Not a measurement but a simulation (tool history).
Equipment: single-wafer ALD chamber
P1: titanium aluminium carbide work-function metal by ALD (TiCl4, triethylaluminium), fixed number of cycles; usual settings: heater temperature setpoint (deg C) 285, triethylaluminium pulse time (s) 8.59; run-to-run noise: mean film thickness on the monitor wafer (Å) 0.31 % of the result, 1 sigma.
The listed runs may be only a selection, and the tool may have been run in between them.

run,day,heater temperature setpoint (deg C),triethylaluminium pulse time (s),hours since the last thermocouple change,hours since the last triethylaluminium bottle change,mean film thickness on the monitor wafer (Å)
1,0.442,285,8.59,1127.4,133.2,18.391
2,0.775,285,8.59,1135.4,141.2,18.363
3,1.192,308,8.59,1145.4,151.2,20.245
4,1.567,296,4.96,1154.4,160.2,16.578
5,2.233,285,8.59,1170.4,176.2,18.255
6,2.896,269,11.99,1186.3,192.1,17.636
# day 3.171: thermocouple changed; heater temperature recalibrated
7,3.246,285,3.20,1.9,200.5,12.911
8,3.733,295,3.95,13.6,212.2,15.139
9,4.071,285,12.53,21.7,220.3,19.077
# day 4.121: triethylaluminium bottle replaced
10,4.683,268,8.59,36.4,13.5,16.902
11,5.275,285,8.59,50.6,27.7,18.349
12,5.667,285,8.59,60.0,37.1,18.336
13,6.250,285,8.59,74.0,51.1,18.335
14,6.858,285,8.59,88.6,65.7,18.310
15,7.246,285,8.59,97.9,75.0,18.275
16,7.850,285,8.59,112.4,89.5,18.044
17,8.512,285,8.59,128.3,105.4,18.037
18,9.158,285,8.59,143.8,120.9,17.939
19,9.750,285,8.59,158.0,135.1,17.901

What will run 20 give?
20,10.100,285,8.59,166.4,143.5,?

{"run 20": {"mean film thickness on the monitor wafer (Å)": 17.922}}

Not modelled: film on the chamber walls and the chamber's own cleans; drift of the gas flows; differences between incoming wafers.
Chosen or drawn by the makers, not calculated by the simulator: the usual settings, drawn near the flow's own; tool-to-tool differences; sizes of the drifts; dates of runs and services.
